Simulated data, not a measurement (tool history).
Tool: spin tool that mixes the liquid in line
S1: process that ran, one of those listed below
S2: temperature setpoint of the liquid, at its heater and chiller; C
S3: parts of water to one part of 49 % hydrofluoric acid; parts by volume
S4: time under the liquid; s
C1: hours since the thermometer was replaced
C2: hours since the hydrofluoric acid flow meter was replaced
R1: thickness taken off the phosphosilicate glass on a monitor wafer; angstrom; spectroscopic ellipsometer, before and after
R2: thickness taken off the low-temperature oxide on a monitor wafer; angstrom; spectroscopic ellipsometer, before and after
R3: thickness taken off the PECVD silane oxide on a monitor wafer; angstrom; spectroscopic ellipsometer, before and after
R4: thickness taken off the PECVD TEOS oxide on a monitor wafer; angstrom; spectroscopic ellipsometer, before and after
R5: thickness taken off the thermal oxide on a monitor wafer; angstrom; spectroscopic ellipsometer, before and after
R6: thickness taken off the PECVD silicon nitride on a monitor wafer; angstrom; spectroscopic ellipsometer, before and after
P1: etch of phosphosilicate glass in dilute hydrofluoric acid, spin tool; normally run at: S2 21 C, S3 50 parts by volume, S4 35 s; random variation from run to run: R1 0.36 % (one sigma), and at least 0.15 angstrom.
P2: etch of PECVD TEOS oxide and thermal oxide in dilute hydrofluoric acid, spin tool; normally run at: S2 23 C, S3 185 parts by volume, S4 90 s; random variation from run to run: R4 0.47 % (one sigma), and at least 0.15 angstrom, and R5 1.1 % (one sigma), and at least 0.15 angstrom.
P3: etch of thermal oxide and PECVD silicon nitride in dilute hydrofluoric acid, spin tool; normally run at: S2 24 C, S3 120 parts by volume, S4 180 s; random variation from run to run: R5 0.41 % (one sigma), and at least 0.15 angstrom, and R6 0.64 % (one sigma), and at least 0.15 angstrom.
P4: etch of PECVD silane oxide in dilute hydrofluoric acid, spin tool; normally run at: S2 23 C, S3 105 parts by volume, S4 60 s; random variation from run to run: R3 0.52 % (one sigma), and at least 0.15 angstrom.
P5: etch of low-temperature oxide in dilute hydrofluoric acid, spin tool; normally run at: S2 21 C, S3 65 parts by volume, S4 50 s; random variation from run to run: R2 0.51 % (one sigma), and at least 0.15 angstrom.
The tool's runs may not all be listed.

run,hour,S1,S2,S3,S4,C1,C2,R1,R2,R3,R4,R5,R6
1,6.7,P1,21,50,35,268.1,677.4,385.1,,,,,
2,14.4,P5,27.5,65,50,275.8,685.1,,119.17,,,,
3,27.1,P1,21,75,35,288.5,697.8,248.57,,,,,
4,35.6,P1,21,50,35,297,706.3,386.83,,,,,
5,41.2,P4,30,105,60,302.6,711.9,,,356.63,,,
6,51.9,P2,17,185,90,313.3,722.6,,,,42.716,15.481,
7,63.4,P1,17,50,65,324.8,734.1,601.92,,,,,
8,76.1,P2,23,185,30,337.5,746.8,,,,17.944,6.6654,
9,84,P2,23,320,90,345.4,754.7,,,,27.111,10.248,
10,94.5,P1,17,50,35,355.9,765.2,325.39,,,,,
11,104.7,P3,24,120,180,366.1,775.4,,,,,73.667,47.427
12,113.1,P5,21,65,50,374.5,783.8,,91.667,,,,
13,121.1,P3,32.5,120,180,382.5,791.8,,,,,101.46,82.1
14,130.9,P4,23,105,60,392.3,801.6,,,273.97,,,
15,143.1,P1,21,20,35,404.5,813.8,998.67,,,,,
16,155.3,P5,21,110,50,416.7,826,,51.448,,,,
17,165.2,P2,23,185,90,426.6,835.9,,,,53.556,19.779,
18,174.7,P3,24,120,290,436.1,845.4,,,,,118.68,77.022
19,180.8,P3,24,120,180,442.2,851.5,,,,,73.823,47.66
20,191.3,P5,21,65,20,452.7,862,,37.033,,,,
21,199.8,P5,21,65,50,461.2,870.5,,90.962,,,,
22,209.7,P1,21,80,15,471.1,880.4,99.735,,,,,
23,220.9,P2,23,185,90,482.3,891.6,,,,53.616,19.835,
24,229.1,P1,21,50,35,490.5,899.8,385.42,,,,,
25,234.9,P4,23,105,20,496.3,905.6,,,92.129,,,
26,246.6,P1,21,50,15,508,917.3,164.11,,,,,
27,259.5,P3,24,20,180,520.9,930.2,,,,,505.99,275.47

Forecast run 28:
28,271,P1,21,50,35,532.4,941.7,?,,,,,

Run 28 gave R1 386.73 angstrom.
